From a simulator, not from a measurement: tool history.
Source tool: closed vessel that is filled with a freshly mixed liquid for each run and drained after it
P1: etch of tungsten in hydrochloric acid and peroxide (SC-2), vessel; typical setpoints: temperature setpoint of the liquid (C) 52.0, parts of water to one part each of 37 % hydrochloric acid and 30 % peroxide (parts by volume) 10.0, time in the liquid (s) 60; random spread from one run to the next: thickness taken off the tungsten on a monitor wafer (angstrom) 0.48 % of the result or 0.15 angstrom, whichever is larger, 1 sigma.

run,hour,temperature setpoint of the liquid (C),parts of water to one part each of 37 % hydrochloric acid and 30 % peroxide (parts by volume),time in the liquid (s),hours since the thermometer was replaced,hours since the chemicals flow meter was replaced,hours since the drum of peroxide was connected,thickness taken off the tungsten on a monitor wafer (angstrom)
1,9.1,52.0,10.0,60,615.1,620.2,714.7,85.278
2,16.8,52.0,18.5,60,622.8,627.9,722.4,50.396
3,25.7,43.5,4.0,60,631.7,636.8,731.3,95.930
# hour 34.8: chemicals flow meter replaced
4,36.8,52.0,10.0,60,642.8,2.1,742.4,85.218
5,44.0,52.0,10.0,30,650.0,9.3,749.6,42.463
6,53.2,52.0,4.0,60,659.2,18.5,758.8,170.430
7,60.8,52.0,10.0,60,666.8,26.1,766.4,84.362
8,70.8,68.5,10.0,60,676.8,36.1,776.4,239.100
9,81.3,62.5,10.0,100,687.3,46.6,786.9,279.930
10,89.5,52.0,10.0,60,695.5,54.8,795.1,85.426
11,100.2,37.0,10.0,60,706.2,65.5,805.8,30.243
12,105.5,52.0,10.0,120,711.5,70.8,811.1,169.760
13,112.4,52.0,10.0,60,718.4,77.7,818.0,85.423
14,121.9,52.0,10.0,60,727.9,87.2,827.5,87.716
15,133.4,52.0,10.0,60,739.4,98.7,839.0,89.479
16,144.6,52.0,10.0,60,750.6,109.9,850.2,90.925
17,154.6,52.0,10.0,60,760.6,119.9,860.2,92.221
18,162.6,52.0,10.0,60,768.6,127.9,868.2,91.381

Run 19 has not been measured yet. What should we expect?
19,173.4,52.0,10.0,60,779.4,138.7,879.0,?

Run 19 yielded thickness taken off the tungsten on a monitor wafer (angstrom) 91.938.

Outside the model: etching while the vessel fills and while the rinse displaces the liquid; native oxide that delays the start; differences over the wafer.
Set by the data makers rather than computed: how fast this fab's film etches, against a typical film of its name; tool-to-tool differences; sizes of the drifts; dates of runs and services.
